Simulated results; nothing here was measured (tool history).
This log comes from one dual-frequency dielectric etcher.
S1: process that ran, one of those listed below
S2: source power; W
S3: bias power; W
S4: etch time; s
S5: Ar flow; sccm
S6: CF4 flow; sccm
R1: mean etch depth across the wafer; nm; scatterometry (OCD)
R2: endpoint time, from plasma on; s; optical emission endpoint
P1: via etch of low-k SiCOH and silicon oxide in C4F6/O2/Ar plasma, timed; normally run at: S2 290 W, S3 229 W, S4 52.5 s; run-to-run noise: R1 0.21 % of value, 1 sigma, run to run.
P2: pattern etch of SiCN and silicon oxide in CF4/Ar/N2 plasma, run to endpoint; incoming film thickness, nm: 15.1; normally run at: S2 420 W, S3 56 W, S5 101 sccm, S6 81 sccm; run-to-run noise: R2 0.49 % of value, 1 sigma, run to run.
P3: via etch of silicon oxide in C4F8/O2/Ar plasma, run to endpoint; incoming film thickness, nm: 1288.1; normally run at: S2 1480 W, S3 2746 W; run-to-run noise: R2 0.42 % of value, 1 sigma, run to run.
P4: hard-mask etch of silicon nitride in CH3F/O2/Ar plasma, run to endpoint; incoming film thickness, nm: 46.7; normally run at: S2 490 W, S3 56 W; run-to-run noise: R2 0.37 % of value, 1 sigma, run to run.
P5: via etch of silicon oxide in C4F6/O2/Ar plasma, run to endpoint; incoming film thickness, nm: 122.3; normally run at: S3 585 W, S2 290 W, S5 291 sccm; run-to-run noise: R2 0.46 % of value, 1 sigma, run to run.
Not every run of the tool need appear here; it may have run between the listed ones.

run	hour	S1	S2	S3	S4	S5	S6	R1	R2
1	9.1	P1	290	229	52.5			140.460	
2	21.5	P4	600	56					64.052
3	35.3	P1	290	229	52.5			141.040	
# hour 41.0: bias power generator calibrated
4	49.2	P1	360	229	31.5			91.585	
5	58.4	P1	290	175	52.5			128.580	
6	69.4	P5	240	585		291			29.795
7	78.7	P1	290	229	52.5			140.520	
8	86.2	P2	420	56		101	81		19.473
9	99.3	P1	290	160	42.0			100.270	
10	106.2	P3	1480	2746					251.730
11	117.7	P2	420	39		101	81		21.942
12	130.7	P4	490	79					62.048
13	140.9	P2	420	56		62	81		18.201
14	151.1	P5	290	830		291			24.219
15	159.2	P1	290	229	39.0			104.450	
16	170.0	P1	290	296	52.5			153.140	
17	178.3	P1	290	229	66.0			176.430	
18	188.0	P4	490	56					69.942
19	200.3	P1	360	229	52.5			152.400	
20	212.1	P1	290	229	52.5			140.890	
21	223.7	P3	1480	1977					277.800
22	236.7	P1	290	229	52.5			140.550	
23	246.5	P1	290	229	52.5			141.190	
24	255.6	P2	420	56		101	81		19.703
25	266.5	P1	290	278	64.0			183.400	
26	275.8	P2	420	56		101	112		18.533
27	283.0	P5	290	585		347			28.052
28	289.8	P1	290	229	52.5			140.810	
29	297.7	P5	290	585		291			27.682
30	307.3	P2	310	56		101	81		25.488
# hour 308.2: source power generator calibrated
31	318.7	P5	290	585		291			27.629
32	327.9	P1	200	229	52.5			122.250	
33	339.2	P3	910	2746					305.750
34	347.6	P1	290	229	52.5			141.150	
35	354.3	P1	290	229	52.5			140.960	
36	366.0	P1	290	229	52.5			142.010	
37	376.6	P1	290	229	52.5			142.100	
38	389.8	P1	290	229	52.5			142.380	
39	397.4	P1	290	229	52.5			143.130	
40	408.4	P1	290	229	52.5			143.290	
# hour 413.5: wet clean of the chamber
41	420.9	P1	290	229	52.5			142.680	
42	433.1	P1	290	229	52.5			142.960	
43	441.0	P1	290	229	52.5			143.430	

What P1 gives has crept off from where it sat before. The 2 causes that follow fit the log equally well, each at the size noted:
A: source power that arrives over what is set, % = 4.23
B: bias power that arrives over what is set, % = 4.75
The process output started creeping at around hour 347.6.
Why every other cause is out:
chamber walls in a state that raises the etch rate, %: maintenance at hour 413.5, after the shift began, did not return the process to its former output

4 check runs are offered, each on 3 wafers whose results are averaged, their results left as question marks. Which one tells the causes apart?
check 1	448.9	P2	320	56		66	81		?
check 2	448.9	P3	1120	2172					?
check 3	448.9	P4	600	74					?
check 4	448.9	P5	290	764		291			?

Expected result of each check under each candidate cause:
check	result	if A	if B
check 1	R2	22.603	23.127
check 2	R2	297.960	298.590
check 3	R2	57.809	57.825
check 4	R2	24.643	24.553
Distance between the nearest two causes, measured in the result of the check that separates them most: check 1 2.29 %; check 2 0.21 %; check 3 0.03 %; check 4 0.37 %
Only check 1 tells the causes apart: in the others they would give nearly the same result.

Check 1 has now been run. It gave: R2 22.560 s. Which of the candidate causes is it?

A is the cause: source power that arrives over what is set, %.
